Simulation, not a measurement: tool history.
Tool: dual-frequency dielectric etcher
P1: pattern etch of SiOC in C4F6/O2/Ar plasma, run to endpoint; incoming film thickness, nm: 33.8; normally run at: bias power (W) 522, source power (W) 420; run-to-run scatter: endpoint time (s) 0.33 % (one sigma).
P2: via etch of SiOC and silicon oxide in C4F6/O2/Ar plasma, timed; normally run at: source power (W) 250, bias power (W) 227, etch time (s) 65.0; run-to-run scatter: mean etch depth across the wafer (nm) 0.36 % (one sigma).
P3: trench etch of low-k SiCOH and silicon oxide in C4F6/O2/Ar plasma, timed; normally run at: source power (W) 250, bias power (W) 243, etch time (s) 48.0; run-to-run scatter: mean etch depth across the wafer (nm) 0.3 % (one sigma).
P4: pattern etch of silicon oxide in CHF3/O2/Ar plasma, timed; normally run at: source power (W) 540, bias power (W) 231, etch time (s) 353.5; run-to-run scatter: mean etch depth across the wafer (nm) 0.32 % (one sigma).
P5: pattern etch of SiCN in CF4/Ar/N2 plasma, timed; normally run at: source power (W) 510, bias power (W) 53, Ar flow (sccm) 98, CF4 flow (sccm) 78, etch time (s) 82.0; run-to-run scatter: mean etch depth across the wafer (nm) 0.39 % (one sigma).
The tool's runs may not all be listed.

run     day  process that ran  bias power (W)  source power (W)  Ar flow (sccm)  CF4 flow (sccm)  etch time (s)  endpoint time (s)  mean etch depth across the wafer (nm)
  1   0.229                P1             522               420                                                            10.8410
  2   0.617                P5              53               510              98               55           82.0                                                    68.720
  3   1.096                P4             155               540                                           353.5                                                   631.300
  4   1.575                P4             231               540                                           353.5                                                   725.740
  5   1.912                P5              68               510              98               78           82.0                                                    79.005
  6   2.196                P4             231               540                                           353.5                                                   727.160
  7   2.604                P5              53               510              98               78           82.0                                                    73.235
  8   2.988                P1             522               330                                                            11.8140
  9   3.333                P3             243               250                                            67.5                                                   197.820
 10   3.846                P2             227               250                                            47.0                                                    48.052
 11   4.204                P1             418               270                                                            13.8300
 12   4.567                P1             522               420                                                            10.8540
 13   4.888                P1             629               540                                                             9.1780
 14   5.217                P4             231               540                                           506.5                                                  1034.100
 15   5.554                P1             696               420                                                             9.6618
 16   6.054                P1             335               320                                                            14.1110
 17   6.404                P4             231               320                                           353.5                                                   599.040
 18   6.679                P1             522               420                                                            10.8220
 19   7.071                P5              53               510              98               78          121.0                                                   108.050
 20   7.542                P3             243               300                                            48.0                                                   150.010
 21   8.025                P3             193               250                                            48.0                                                   129.740
 22   8.479                P3             243               250                                            48.0                                                   139.390
 23   8.979                P3             243               250                                            48.0                                                   139.910
 24   9.471                P1             522               510                                                            10.0490
 25   9.804                P1             315               420                                                            12.9810
 26  10.262                P1             522               420                                                            10.8340
 27  10.538                P1             522               420                                                            10.7880
 28  11.021                P5              53               620              98               78           82.0                                                    86.404

The next listed run, before its measurement:
 29  11.338                P1             522               420                                                                  ?

endpoint time (s): 10.7920
